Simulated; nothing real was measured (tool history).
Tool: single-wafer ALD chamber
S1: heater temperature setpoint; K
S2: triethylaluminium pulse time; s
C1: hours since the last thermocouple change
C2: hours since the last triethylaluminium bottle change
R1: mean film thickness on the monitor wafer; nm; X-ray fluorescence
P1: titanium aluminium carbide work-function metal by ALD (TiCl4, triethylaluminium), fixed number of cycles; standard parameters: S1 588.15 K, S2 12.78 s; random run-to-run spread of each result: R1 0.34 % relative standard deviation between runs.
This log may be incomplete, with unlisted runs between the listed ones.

run   hour      S1     S2     C1      C2      R1
  1    7.3  588.15  12.78  769.9   958.6  2.1875
  2   13.6  588.15  12.78  776.2   964.9  2.1787
  3   22.2  578.15   8.32  784.8   973.5  2.0080
  4   31.0  588.15  12.78  793.6   982.3  2.1797
  5   38.7  588.15  12.78  801.3   990.0  2.1803
  6   45.5  588.15  12.78  808.1   996.8  2.1822
  7   53.7  609.15  12.78  816.3  1005.0  2.3644
  8   59.7  588.15  12.78  822.3  1011.0  2.1794
  9   66.2  588.15  12.78  828.8  1017.5  2.1902
 10   73.9  588.15  17.04  836.5  1025.2  2.1958
 11   81.9  588.15   4.20  844.5  1033.2  1.6922
 12   87.9  575.15  12.78  850.5  1039.2  2.0591
 13   94.0  588.15  12.78  856.6  1045.3  2.1793
 14   98.7  588.15  12.78  861.3  1050.0  2.1770
 15  108.0  588.15  12.78  870.6  1059.3  2.1590
 16  117.1  588.15  12.78  879.7  1068.4  2.1496
 17  122.9  588.15  12.78  885.5  1074.2  2.1494
 18  127.5  588.15  12.78  890.1  1078.8  2.1416
 19  131.6  588.15  12.78  894.2  1082.9  2.1424
 20  136.6  588.15  12.78  899.2  1087.9  2.1385
 21  143.5  588.15  12.78  906.1  1094.8  2.1517
 22  148.9  588.15  12.78  911.5  1100.2  2.1290
 23  154.0  588.15  12.78  916.6  1105.3  2.1449

What P1 gives has crept off from where it sat before. The 2 causes that follow fit the log equally well, each at the size noted:
A: triethylaluminium dose below that of a fresh bottle (%) = 21.5
B: wafer temperature below the value expected at the setpoint (K) = 4.74
The gradual shift began around hour 94.0.

The check runs listed below each take one wafer, and their results are still question marks. Under which run would the listed causes lead to clearly different results?
check 1  159.1  588.15   6.37           ?
check 2  159.1  600.15  12.78           ?
check 3  159.1  597.15  12.78           ?
check 4  159.1  602.15  12.78           ?

What every check run would give for each of its results, assuming each possible cause in turn:
  check  result    if A    if B
check 1      R1  1.8147  1.9246
check 2      R1  2.2454  2.2470
check 3      R1  2.2187  2.2199
check 4      R1  2.2632  2.2651
How far apart the two closest causes lie, in the result that separates them most: check 1 5.88 %; check 2 0.08 %; check 3 0.06 %; check 4 0.09 %
Check 1 is the one run that separates the causes; every other check would come out nearly the same whichever cause is at work.

Check 1 has now been run. It gave: R1 1.9266 nm. Which of the candidate causes is it?

It was cause B: wafer temperature below the value expected at the setpoint (K).
